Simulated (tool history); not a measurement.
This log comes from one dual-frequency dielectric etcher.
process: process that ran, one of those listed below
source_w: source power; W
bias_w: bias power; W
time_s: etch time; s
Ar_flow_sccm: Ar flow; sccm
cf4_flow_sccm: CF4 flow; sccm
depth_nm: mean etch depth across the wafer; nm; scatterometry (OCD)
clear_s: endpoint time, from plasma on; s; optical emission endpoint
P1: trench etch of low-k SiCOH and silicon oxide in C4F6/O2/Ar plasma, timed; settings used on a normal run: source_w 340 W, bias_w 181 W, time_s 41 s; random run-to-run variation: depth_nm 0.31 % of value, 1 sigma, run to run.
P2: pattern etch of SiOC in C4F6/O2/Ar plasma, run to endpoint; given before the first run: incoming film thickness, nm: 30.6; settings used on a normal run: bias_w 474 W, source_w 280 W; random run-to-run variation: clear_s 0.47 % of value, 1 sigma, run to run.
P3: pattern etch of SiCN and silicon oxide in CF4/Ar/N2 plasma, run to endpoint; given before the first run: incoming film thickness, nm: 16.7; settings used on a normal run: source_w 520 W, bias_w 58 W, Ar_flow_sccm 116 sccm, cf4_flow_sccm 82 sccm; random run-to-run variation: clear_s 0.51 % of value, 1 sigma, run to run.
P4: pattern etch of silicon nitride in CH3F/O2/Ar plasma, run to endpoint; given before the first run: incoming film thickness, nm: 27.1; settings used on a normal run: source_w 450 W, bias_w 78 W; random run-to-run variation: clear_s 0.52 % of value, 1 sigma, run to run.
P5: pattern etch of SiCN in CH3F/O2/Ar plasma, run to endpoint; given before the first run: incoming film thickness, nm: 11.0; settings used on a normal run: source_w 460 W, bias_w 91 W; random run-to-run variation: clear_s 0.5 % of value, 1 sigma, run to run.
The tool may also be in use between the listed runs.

| run | hour | process | source_w | bias_w | time_s | Ar_flow_sccm | cf4_flow_sccm | hours since the last wet clean | hours since the last source power generator calibration | hours since the last bias power generator calibration | depth_nm | clear_s |
|---|---|---|---|---|---|---|---|---|---|---|---|---|
| 1 | 4 | P1 | 340 | 181 | 41 |  |  | 310.2 | 1638.9 | 688.9 | 129.75 |  |
| 2 | 7.4 | P4 | 450 | 59 |  |  |  | 313.6 | 1642.3 | 692.3 |  | 40.823 |
| 3 | 12.9 | P1 | 340 | 181 | 27 |  |  | 319.1 | 1647.8 | 697.8 | 85.219 |  |
| 4 | 17.5 | P1 | 410 | 229 | 41 |  |  | 323.7 | 1652.4 | 702.4 | 151.27 |  |
| 5 | 21.5 | P1 | 340 | 181 | 41 |  |  | 327.7 | 1656.4 | 706.4 | 129.99 |  |
| 6 | 24.6 | P3 | 520 | 58 |  | 90 | 82 | 330.8 | 1659.5 | 709.5 |  | 17.143 |
| 7 | 30.4 | P5 | 660 | 91 |  |  |  | 336.6 | 1665.3 | 715.3 |  | 22.54 |
| 8 | 33.5 | P3 | 520 | 58 |  | 116 | 82 | 339.7 | 1668.4 | 718.4 |  | 18.024 |
| 9 | 39.3 | P1 | 340 | 233 | 41 |  |  | 345.5 | 1674.2 | 724.2 | 141.24 |  |
| 10 | 42.2 | P3 | 640 | 58 |  | 116 | 82 | 348.4 | 1677.1 | 727.1 |  | 14.975 |
| 11 | 45.1 | P5 | 460 | 91 |  |  |  | 351.3 | 1680 | 730 |  | 25.857 |
| 12 | 51.2 | P1 | 220 | 181 | 41 |  |  | 357.4 | 1686.1 | 736.1 | 109.2 |  |
| 13 | 57.2 | P5 | 460 | 109 |  |  |  | 363.4 | 1692.1 | 742.1 |  | 24.027 |
| 14 | 62.6 | P2 | 280 | 474 |  |  |  | 368.8 | 1697.5 | 747.5 |  | 11.87 |
| 15 | 67 | P3 | 520 | 58 |  | 116 | 109 | 373.2 | 1701.9 | 751.9 |  | 17.133 |
| 16 | 72.5 | P4 | 450 | 78 |  |  |  | 378.7 | 1707.4 | 757.4 |  | 37.418 |
| 17 | 78 | P1 | 340 | 181 | 41 |  |  | 384.2 | 1712.9 | 762.9 | 129.31 |  |
| 18 | 80.9 | P1 | 400 | 181 | 41 |  |  | 387.1 | 1715.8 | 765.8 | 137.62 |  |
| 19 | 86 | P1 | 340 | 137 | 41 |  |  | 392.2 | 1720.9 | 770.9 | 118.96 |  |
| 20 | 92 | P2 | 280 | 361 |  |  |  | 398.2 | 1726.9 | 776.9 |  | 13.096 |
| 21 | 96 | P3 | 520 | 70 |  | 116 | 82 | 402.2 | 1730.9 | 780.9 |  | 16.984 |
| 22 | 102.4 | P1 | 340 | 181 | 41 |  |  | 408.6 | 1737.3 | 787.3 | 130.22 |  |
| 23 | 106.9 | P2 | 280 | 474 |  |  |  | 413.1 | 1741.8 | 791.8 |  | 11.819 |
| 24 | 112.4 | P4 | 300 | 78 |  |  |  | 418.6 | 1747.3 | 797.3 |  | 43.896 |
|  | 114.1 | wet clean of the chamber |
| 25 | 117 | P1 | 340 | 181 | 41 |  |  | 3 | 1751.9 | 801.9 | 129.9 |  |
| 26 | 123 | P1 | 340 | 181 | 41 |  |  | 9 | 1757.9 | 807.9 | 130.08 |  |
|  | 123.9 | source power generator calibrated |
| 27 | 127.7 | P4 | 450 | 78 |  |  |  | 13.7 | 3.9 | 812.6 |  | 37.217 |
| 28 | 131.7 | P1 | 340 | 181 | 58 |  |  | 17.7 | 7.9 | 816.6 | 183.72 |  |
| 29 | 134.7 | P2 | 230 | 474 |  |  |  | 20.7 | 10.9 | 819.6 |  | 12.694 |
| 30 | 139.1 | P5 | 460 | 91 |  |  |  | 25.1 | 15.3 | 824 |  | 25.863 |

Predict the results of run 31:
| 31 | 144.4 | P1 | 340 | 181 | 41 |  |  | 30.4 | 20.6 | 829.3 | ? |  |

Run 31 came out at depth_nm 129.06 nm.

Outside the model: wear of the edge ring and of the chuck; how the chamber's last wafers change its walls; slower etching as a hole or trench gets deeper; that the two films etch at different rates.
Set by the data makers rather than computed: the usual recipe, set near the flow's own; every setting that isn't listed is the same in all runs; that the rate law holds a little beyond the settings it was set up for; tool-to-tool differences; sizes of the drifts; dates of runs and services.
